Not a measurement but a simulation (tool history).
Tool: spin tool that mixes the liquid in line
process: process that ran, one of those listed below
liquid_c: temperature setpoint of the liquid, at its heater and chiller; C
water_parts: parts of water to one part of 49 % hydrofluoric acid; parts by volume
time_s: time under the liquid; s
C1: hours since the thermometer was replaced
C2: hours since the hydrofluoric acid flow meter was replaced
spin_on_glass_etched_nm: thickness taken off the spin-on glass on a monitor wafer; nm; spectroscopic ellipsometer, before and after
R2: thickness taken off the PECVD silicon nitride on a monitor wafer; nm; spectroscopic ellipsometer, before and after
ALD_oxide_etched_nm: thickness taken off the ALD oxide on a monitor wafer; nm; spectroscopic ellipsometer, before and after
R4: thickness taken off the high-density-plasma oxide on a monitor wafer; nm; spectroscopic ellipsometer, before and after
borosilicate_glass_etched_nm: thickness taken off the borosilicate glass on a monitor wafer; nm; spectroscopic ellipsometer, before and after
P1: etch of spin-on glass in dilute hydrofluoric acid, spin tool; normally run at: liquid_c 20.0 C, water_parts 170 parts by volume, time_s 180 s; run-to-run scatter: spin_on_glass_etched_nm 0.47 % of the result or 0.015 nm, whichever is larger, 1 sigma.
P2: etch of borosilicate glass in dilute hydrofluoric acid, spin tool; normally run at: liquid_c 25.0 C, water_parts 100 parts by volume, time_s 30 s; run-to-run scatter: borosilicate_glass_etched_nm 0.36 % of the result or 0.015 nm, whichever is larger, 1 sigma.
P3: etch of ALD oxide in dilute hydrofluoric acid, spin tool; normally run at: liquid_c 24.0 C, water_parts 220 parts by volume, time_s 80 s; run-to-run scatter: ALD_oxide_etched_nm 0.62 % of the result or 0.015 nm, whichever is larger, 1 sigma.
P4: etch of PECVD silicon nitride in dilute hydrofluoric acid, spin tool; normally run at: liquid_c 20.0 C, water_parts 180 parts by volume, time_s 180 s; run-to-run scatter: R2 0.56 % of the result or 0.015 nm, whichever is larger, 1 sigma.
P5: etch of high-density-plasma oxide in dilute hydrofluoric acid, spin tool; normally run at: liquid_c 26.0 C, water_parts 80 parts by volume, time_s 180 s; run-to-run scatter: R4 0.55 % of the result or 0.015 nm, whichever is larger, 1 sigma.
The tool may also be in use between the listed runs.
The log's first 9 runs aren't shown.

run 10 hour=96.0 | process=P1 liquid_c=24.5 water_parts=170 time_s=330 | C1=293.1 C2=253.9 | spin_on_glass_etched_nm=47.8800
run 11 hour=104.1 | process=P5 liquid_c=26.0 water_parts=35 time_s=180 | C1=301.2 C2=262.0 | R4=30.1760
run 12 hour=110.6 | process=P1 liquid_c=17.0 water_parts=170 time_s=180 | C1=307.7 C2=268.5 | spin_on_glass_etched_nm=19.4470
run 13 hour=116.1 | process=P5 liquid_c=26.0 water_parts=80 time_s=180 | C1=313.2 C2=274.0 | R4=12.4420
run 14 hour=128.5 | process=P2 liquid_c=25.0 water_parts=100 time_s=15 | C1=325.6 C2=286.4 | borosilicate_glass_etched_nm=4.0655
run 15 hour=139.3 | process=P3 liquid_c=24.0 water_parts=220 time_s=80 | C1=336.4 C2=297.2 | ALD_oxide_etched_nm=4.0673
run 16 hour=148.1 | process=P1 liquid_c=20.0 water_parts=235 time_s=180 | C1=345.2 C2=306.0 | spin_on_glass_etched_nm=14.9250
run 17 hour=154.4 | process=P3 liquid_c=32.0 water_parts=220 time_s=80 | C1=351.5 C2=312.3 | ALD_oxide_etched_nm=5.4188
run 18 hour=161.7 | process=P1 liquid_c=20.0 water_parts=170 time_s=180 | C1=358.8 C2=319.6 | spin_on_glass_etched_nm=22.0550
run 19 hour=169.1 | process=P1 liquid_c=25.5 water_parts=170 time_s=180 | C1=366.2 C2=327.0 | spin_on_glass_etched_nm=27.0750
run 20 hour=174.7 | process=P5 liquid_c=26.0 water_parts=80 time_s=80 | C1=371.8 C2=332.6 | R4=5.5441
run 21 hour=182.8 | process=P1 liquid_c=20.0 water_parts=170 time_s=95 | C1=379.9 C2=340.7 | spin_on_glass_etched_nm=11.6850
run 22 hour=190.9 | process=P1 liquid_c=20.0 water_parts=170 time_s=305 | C1=388.0 C2=348.8 | spin_on_glass_etched_nm=37.0310
-- hour=194.0 hydrofluoric acid flow meter replaced
run 23 hour=201.1 | process=P3 liquid_c=24.0 water_parts=135 time_s=80 | C1=398.2 C2=7.2 | ALD_oxide_etched_nm=7.3049
run 24 hour=210.4 | process=P2 liquid_c=32.0 water_parts=100 time_s=30 | C1=407.5 C2=16.5 | borosilicate_glass_etched_nm=10.5420
run 25 hour=222.1 | process=P1 liquid_c=20.0 water_parts=170 time_s=180 | C1=419.2 C2=28.2 | spin_on_glass_etched_nm=22.1360
run 26 hour=228.6 | process=P2 liquid_c=25.0 water_parts=175 time_s=30 | C1=425.7 C2=34.7 | borosilicate_glass_etched_nm=4.2550
run 27 hour=235.8 | process=P4 liquid_c=20.0 water_parts=180 time_s=180 | C1=432.9 C2=41.9 | R2=4.3810
run 28 hour=247.1 | process=P1 liquid_c=20.0 water_parts=35 time_s=180 | C1=444.2 C2=53.2 | spin_on_glass_etched_nm=123.9500

Run 29 comes next. What will it give?
run 29 hour=256.1 | process=P1 liquid_c=17.0 water_parts=170 time_s=35 | C1=453.2 C2=62.2 | spin_on_glass_etched_nm=?

{"run 29": {"spin_on_glass_etched_nm": 3.8078}}
